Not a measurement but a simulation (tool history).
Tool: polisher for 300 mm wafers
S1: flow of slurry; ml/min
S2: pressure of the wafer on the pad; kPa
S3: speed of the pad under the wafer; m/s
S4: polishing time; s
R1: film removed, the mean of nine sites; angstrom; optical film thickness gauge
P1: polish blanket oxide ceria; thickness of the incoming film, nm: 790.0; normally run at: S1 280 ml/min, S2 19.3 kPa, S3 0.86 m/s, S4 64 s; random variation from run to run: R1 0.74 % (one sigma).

run	day	S1	S2	S3	S4	R1
1	0.571	280	19.3	0.86	64	2412.40
2	1.008	280	19.3	1.34	64	3761.80
3	1.462	280	9.0	0.86	64	1115.40
# day 1.712: worn pad replaced by a new one
4	1.771	280	19.3	0.86	64	2422.30
5	2.288	280	19.3	0.42	64	1190.80
6	2.712	280	19.3	0.86	98	3677.20
7	3.225	280	19.3	0.86	64	2428.30
8	3.708	280	13.8	0.86	33	882.75
9	4.121	280	19.3	0.86	64	2415.40
10	4.617	420	19.3	0.86	64	2516.70
11	5.050	280	19.3	0.86	64	2402.90
12	5.421	280	31.0	0.86	64	3836.40
13	5.938	280	19.3	0.86	34	1265.70
14	6.267	170	19.3	0.86	64	2251.80
15	6.600	280	19.3	0.86	64	2391.80
16	7.025	280	19.3	0.86	64	2422.90
17	7.592	280	19.3	0.86	64	2324.40
18	7.950	280	19.3	0.86	64	2303.30
19	8.583	280	19.3	0.86	64	2310.20
20	9.196	280	19.3	0.86	64	2313.50

Forecast run 21:
21	9.521	280	19.3	0.86	64	?

R1: 2303.40 angstrom
